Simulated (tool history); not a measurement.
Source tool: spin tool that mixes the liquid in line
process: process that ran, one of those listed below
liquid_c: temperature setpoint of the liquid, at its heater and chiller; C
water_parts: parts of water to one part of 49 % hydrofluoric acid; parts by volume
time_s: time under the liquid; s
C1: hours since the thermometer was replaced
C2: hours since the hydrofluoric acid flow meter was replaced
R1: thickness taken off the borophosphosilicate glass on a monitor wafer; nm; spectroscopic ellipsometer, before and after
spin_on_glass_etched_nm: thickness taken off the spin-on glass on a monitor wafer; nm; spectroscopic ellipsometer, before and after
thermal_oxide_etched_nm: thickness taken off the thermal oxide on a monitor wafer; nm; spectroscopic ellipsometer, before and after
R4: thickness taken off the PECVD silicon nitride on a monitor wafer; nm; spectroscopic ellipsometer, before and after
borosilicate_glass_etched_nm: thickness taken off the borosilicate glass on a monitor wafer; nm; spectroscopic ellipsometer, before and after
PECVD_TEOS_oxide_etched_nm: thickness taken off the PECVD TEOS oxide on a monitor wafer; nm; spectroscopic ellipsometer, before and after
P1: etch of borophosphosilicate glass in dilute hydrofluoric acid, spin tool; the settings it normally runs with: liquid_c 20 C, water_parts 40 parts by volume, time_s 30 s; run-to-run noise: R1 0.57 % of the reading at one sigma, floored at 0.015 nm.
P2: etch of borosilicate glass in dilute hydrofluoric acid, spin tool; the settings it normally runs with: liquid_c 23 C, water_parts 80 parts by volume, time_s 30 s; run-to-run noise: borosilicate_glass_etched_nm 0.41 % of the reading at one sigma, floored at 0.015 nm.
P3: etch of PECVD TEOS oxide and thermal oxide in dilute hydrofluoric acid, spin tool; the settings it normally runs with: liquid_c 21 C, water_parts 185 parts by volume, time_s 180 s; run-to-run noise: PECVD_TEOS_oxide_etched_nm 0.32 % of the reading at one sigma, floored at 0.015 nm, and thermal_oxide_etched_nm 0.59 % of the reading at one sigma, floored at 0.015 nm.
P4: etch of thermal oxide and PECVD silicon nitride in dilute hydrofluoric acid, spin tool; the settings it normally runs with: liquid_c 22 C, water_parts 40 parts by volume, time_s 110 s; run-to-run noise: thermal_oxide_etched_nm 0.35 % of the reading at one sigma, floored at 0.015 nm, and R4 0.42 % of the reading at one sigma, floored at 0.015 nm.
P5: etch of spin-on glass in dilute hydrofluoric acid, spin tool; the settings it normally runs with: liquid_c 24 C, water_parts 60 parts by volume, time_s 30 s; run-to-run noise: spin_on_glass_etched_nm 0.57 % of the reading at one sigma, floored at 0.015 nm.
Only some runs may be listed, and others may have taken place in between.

run 1 hour=2.3 | process=P1 liquid_c=20 water_parts=40 time_s=30 | C1=874.7 C2=517.7 | R1=38.834
run 2 hour=6.6 | process=P1 liquid_c=20 water_parts=40 time_s=30 | C1=879 C2=522 | R1=38.724
run 3 hour=10.4 | process=P1 liquid_c=20 water_parts=40 time_s=50 | C1=882.8 C2=525.8 | R1=63.896
run 4 hour=14.9 | process=P1 liquid_c=27.5 water_parts=40 time_s=30 | C1=887.3 C2=530.3 | R1=52.747
run 5 hour=18.7 | process=P5 liquid_c=24 water_parts=60 time_s=60 | C1=891.1 C2=534.1 | spin_on_glass_etched_nm=36.382
run 6 hour=22.2 | process=P5 liquid_c=17.5 water_parts=60 time_s=30 | C1=894.6 C2=537.6 | spin_on_glass_etched_nm=13.929
run 7 hour=25.1 | process=P1 liquid_c=26 water_parts=40 time_s=60 | C1=897.5 C2=540.5 | R1=98.996
run 8 hour=30.2 | process=P4 liquid_c=22 water_parts=20 time_s=110 | C1=902.6 C2=545.6 | thermal_oxide_etched_nm=25.746 R4=16.868
run 9 hour=33.9 | process=P5 liquid_c=24 water_parts=25 time_s=30 | C1=906.3 C2=549.3 | spin_on_glass_etched_nm=46.077
run 10 hour=37.9 | process=P2 liquid_c=23 water_parts=130 time_s=30 | C1=910.3 C2=553.3 | borosilicate_glass_etched_nm=11.158
run 11 hour=40.4 | process=P1 liquid_c=20 water_parts=40 time_s=15 | C1=912.8 C2=555.8 | R1=19.243
run 12 hour=44.8 | process=P1 liquid_c=17 water_parts=40 time_s=15 | C1=917.2 C2=560.2 | R1=16.992
run 13 hour=47.5 | process=P3 liquid_c=27 water_parts=185 time_s=180 | C1=919.9 C2=562.9 | thermal_oxide_etched_nm=4.6839 PECVD_TEOS_oxide_etched_nm=12.615
run 14 hour=51.1 | process=P1 liquid_c=20 water_parts=65 time_s=30 | C1=923.5 C2=566.5 | R1=23.081
run 15 hour=54.3 | process=P3 liquid_c=21 water_parts=185 time_s=180 | C1=926.7 C2=569.7 | thermal_oxide_etched_nm=3.7847 PECVD_TEOS_oxide_etched_nm=10.161
run 16 hour=58.4 | process=P5 liquid_c=24 water_parts=60 time_s=30 | C1=930.8 C2=573.8 | spin_on_glass_etched_nm=18.162
run 17 hour=62.1 | process=P1 liquid_c=20 water_parts=40 time_s=30 | C1=934.5 C2=577.5 | R1=38.59
run 18 hour=67.3 | process=P5 liquid_c=24 water_parts=60 time_s=30 | C1=939.7 C2=582.7 | spin_on_glass_etched_nm=18.244
run 19 hour=70.1 | process=P2 liquid_c=23 water_parts=80 time_s=15 | C1=942.5 C2=585.5 | borosilicate_glass_etched_nm=9.554
run 20 hour=73.3 | process=P4 liquid_c=17 water_parts=40 time_s=110 | C1=945.7 C2=588.7 | thermal_oxide_etched_nm=10.137 R4=6.0636
run 21 hour=78.4 | process=P3 liquid_c=21 water_parts=40 time_s=180 | C1=950.8 C2=593.8 | thermal_oxide_etched_nm=20.61 PECVD_TEOS_oxide_etched_nm=54.816
run 22 hour=81.5 | process=P1 liquid_c=17 water_parts=20 time_s=30 | C1=953.9 C2=596.9 | R1=68.576
run 23 hour=86.6 | process=P4 liquid_c=22 water_parts=40 time_s=170 | C1=959 C2=602 | thermal_oxide_etched_nm=19.422 R4=13.36
run 24 hour=90 | process=P2 liquid_c=23 water_parts=80 time_s=30 | C1=962.4 C2=605.4 | borosilicate_glass_etched_nm=19.297
run 25 hour=94.7 | process=P1 liquid_c=20 water_parts=40 time_s=30 | C1=967.1 C2=610.1 | R1=38.499
run 26 hour=99.1 | process=P1 liquid_c=20 water_parts=40 time_s=30 | C1=971.5 C2=614.5 | R1=38.635
run 27 hour=102.5 | process=P1 liquid_c=17 water_parts=40 time_s=30 | C1=974.9 C2=617.9 | R1=34.012
run 28 hour=105.6 | process=P1 liquid_c=20 water_parts=40 time_s=30 | C1=978 C2=621 | R1=38.695
run 29 hour=109.1 | process=P4 liquid_c=22 water_parts=40 time_s=110 | C1=981.5 C2=624.5 | thermal_oxide_etched_nm=12.614 R4=8.6211
run 30 hour=111.9 | process=P3 liquid_c=21 water_parts=185 time_s=345 | C1=984.3 C2=627.3 | thermal_oxide_etched_nm=7.2415 PECVD_TEOS_oxide_etched_nm=19.297
run 31 hour=115.6 | process=P2 liquid_c=17 water_parts=80 time_s=30 | C1=988 C2=631 | borosilicate_glass_etched_nm=14.899
run 32 hour=118.7 | process=P1 liquid_c=20 water_parts=40 time_s=30 | C1=991.1 C2=634.1 | R1=38.622
run 33 hour=123.9 | process=P2 liquid_c=23 water_parts=80 time_s=30 | C1=996.3 C2=639.3 | borosilicate_glass_etched_nm=19.119
run 34 hour=126.6 | process=P1 liquid_c=20 water_parts=20 time_s=30 | C1=999 C2=642 | R1=79.088
run 35 hour=129.2 | process=P1 liquid_c=20 water_parts=40 time_s=30 | C1=1001.6 C2=644.6 | R1=38.558
run 36 hour=131.8 | process=P1 liquid_c=20 water_parts=40 time_s=30 | C1=1004.2 C2=647.2 | R1=38.011
run 37 hour=135.5 | process=P1 liquid_c=20 water_parts=40 time_s=30 | C1=1007.9 C2=650.9 | R1=36.907
run 38 hour=139.3 | process=P1 liquid_c=20 water_parts=40 time_s=30 | C1=1011.7 C2=654.7 | R1=36.07
run 39 hour=143.5 | process=P1 liquid_c=20 water_parts=40 time_s=30 | C1=1015.9 C2=658.9 | R1=35.489
run 40 hour=147.3 | process=P1 liquid_c=20 water_parts=40 time_s=30 | C1=1019.7 C2=662.7 | R1=35.42
run 41 hour=152.4 | process=P1 liquid_c=20 water_parts=40 time_s=30 | C1=1024.8 C2=667.8 | R1=35.074
run 42 hour=157.4 | process=P1 liquid_c=20 water_parts=40 time_s=30 | C1=1029.8 C2=672.8 | R1=34.988
run 43 hour=162.4 | process=P1 liquid_c=20 water_parts=40 time_s=30 | C1=1034.8 C2=677.8 | R1=35.58

Something has made what P1 gives creep away from where it was; the 2 causes below, each at its own stated size, fit the log equally well:
A: liquid colder than its thermometer reads (K) = 2.24
B: hydrofluoric acid flow below the setpoint (%) = 8.75
The onset of the drift is placed at about hour 129.2.

Question marks stand in for the results of the 4 check runs listed below, each run on one wafer. Under which run would the listed causes show clearly different results?
run check 1 hour=167.4 | process=P3 liquid_c=21 water_parts=45 time_s=340 | thermal_oxide_etched_nm=? PECVD_TEOS_oxide_etched_nm=?
run check 2 hour=167.4 | process=P5 liquid_c=19.5 water_parts=35 time_s=30 | spin_on_glass_etched_nm=?
run check 3 hour=167.4 | process=P2 liquid_c=17 water_parts=120 time_s=30 | borosilicate_glass_etched_nm=?
run check 4 hour=167.4 | process=P4 liquid_c=17 water_parts=40 time_s=110 | thermal_oxide_etched_nm=? R4=?

Predicted outcomes, by check and by cause:
check=check_1 result=thermal_oxide_etched_nm if_A=31.115 if_B=31.07
check=check_1 result=PECVD_TEOS_oxide_etched_nm if_A=83.23 if_B=83.111
check=check_2 result=spin_on_glass_etched_nm if_A=24.199 if_B=24.239
check=check_3 result=borosilicate_glass_etched_nm if_A=8.7081 if_B=8.6323
check=check_4 result=thermal_oxide_etched_nm if_A=9.2145 if_B=9.2415
check=check_4 result=R4 if_A=5.1799 if_B=5.5698
Per-check spread between the two closest causes, in the result where they differ most: check 1 0.14 %; check 2 0.17 %; check 3 0.87 %; check 4 7.26 %
Check 4 is the one run that separates the causes; every other check would come out nearly the same whichever cause is at work.

Then check 4 was run and gave: thermal_oxide_etched_nm 9.2685 nm; R4 5.2039 nm. Which cause is it?

The correct cause is A, namely: liquid colder than its thermometer reads (K).
